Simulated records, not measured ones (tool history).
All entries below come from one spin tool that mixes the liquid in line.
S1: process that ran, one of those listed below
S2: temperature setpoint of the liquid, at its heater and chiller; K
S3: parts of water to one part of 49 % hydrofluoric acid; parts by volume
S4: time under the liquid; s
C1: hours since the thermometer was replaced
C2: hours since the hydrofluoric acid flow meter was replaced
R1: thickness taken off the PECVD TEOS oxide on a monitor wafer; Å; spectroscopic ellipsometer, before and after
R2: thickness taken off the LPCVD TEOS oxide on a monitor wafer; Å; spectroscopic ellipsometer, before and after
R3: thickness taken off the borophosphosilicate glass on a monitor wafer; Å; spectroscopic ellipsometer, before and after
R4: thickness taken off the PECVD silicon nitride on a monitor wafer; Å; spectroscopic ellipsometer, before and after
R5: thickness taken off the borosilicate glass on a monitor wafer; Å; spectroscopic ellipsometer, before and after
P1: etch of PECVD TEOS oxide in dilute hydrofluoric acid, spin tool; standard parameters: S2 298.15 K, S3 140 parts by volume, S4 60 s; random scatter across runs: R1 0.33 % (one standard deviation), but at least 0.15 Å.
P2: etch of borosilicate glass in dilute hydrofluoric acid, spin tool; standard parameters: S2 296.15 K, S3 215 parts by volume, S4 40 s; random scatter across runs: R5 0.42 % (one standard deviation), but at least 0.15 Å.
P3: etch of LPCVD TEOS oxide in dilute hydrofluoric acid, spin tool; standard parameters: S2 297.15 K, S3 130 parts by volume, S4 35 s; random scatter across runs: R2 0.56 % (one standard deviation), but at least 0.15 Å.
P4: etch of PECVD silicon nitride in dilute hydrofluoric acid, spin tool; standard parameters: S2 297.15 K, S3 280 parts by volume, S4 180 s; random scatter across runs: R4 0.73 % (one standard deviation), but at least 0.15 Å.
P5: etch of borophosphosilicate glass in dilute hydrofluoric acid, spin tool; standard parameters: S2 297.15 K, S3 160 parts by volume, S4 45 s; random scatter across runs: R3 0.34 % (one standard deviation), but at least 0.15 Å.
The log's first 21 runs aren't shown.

{"run": 22, "hour": 214.4, "S1": "P2", "S2": 290.15, "S3": 215, "S4": 40, "C1": 477.8, "C2": 147.1, "R5": 40.336}
{"run": 23, "hour": 227.7, "S1": "P1", "S2": 293.15, "S3": 140, "S4": 60, "C1": 491.1, "C2": 160.4, "R1": 57.402}
{"run": 24, "hour": 234.7, "S1": "P3", "S2": 297.15, "S3": 175, "S4": 35, "C1": 498.1, "C2": 167.4, "R2": 61.589}
{"run": 25, "hour": 241.6, "S1": "P3", "S2": 297.15, "S3": 130, "S4": 35, "C1": 505, "C2": 174.3, "R2": 85.686}
{"run": 26, "hour": 249.8, "S1": "P5", "S2": 297.15, "S3": 235, "S4": 45, "C1": 513.2, "C2": 182.5, "R3": 106.96}
{"run": 27, "hour": 261.8, "S1": "P3", "S2": 297.15, "S3": 130, "S4": 35, "C1": 525.2, "C2": 194.5, "R2": 86.164}
{"run": 28, "hour": 272.4, "S1": "P2", "S2": 296.15, "S3": 395, "S4": 40, "C1": 535.8, "C2": 205.1, "R5": 23.165}
{"run": 29, "hour": 284.9, "S1": "P1", "S2": 298.15, "S3": 140, "S4": 60, "C1": 548.3, "C2": 217.6, "R1": 69.115}
{"run": 30, "hour": 293.6, "S1": "P1", "S2": 298.15, "S3": 140, "S4": 60, "C1": 557, "C2": 226.3, "R1": 69.192}

Run 31 comes next. What will it give?
{"run": 31, "hour": 301.6, "S1": "P5", "S2": 297.15, "S3": 160, "S4": 45, "C1": 565, "C2": 234.3, "R3": "?"}

R3: 170.79 Å
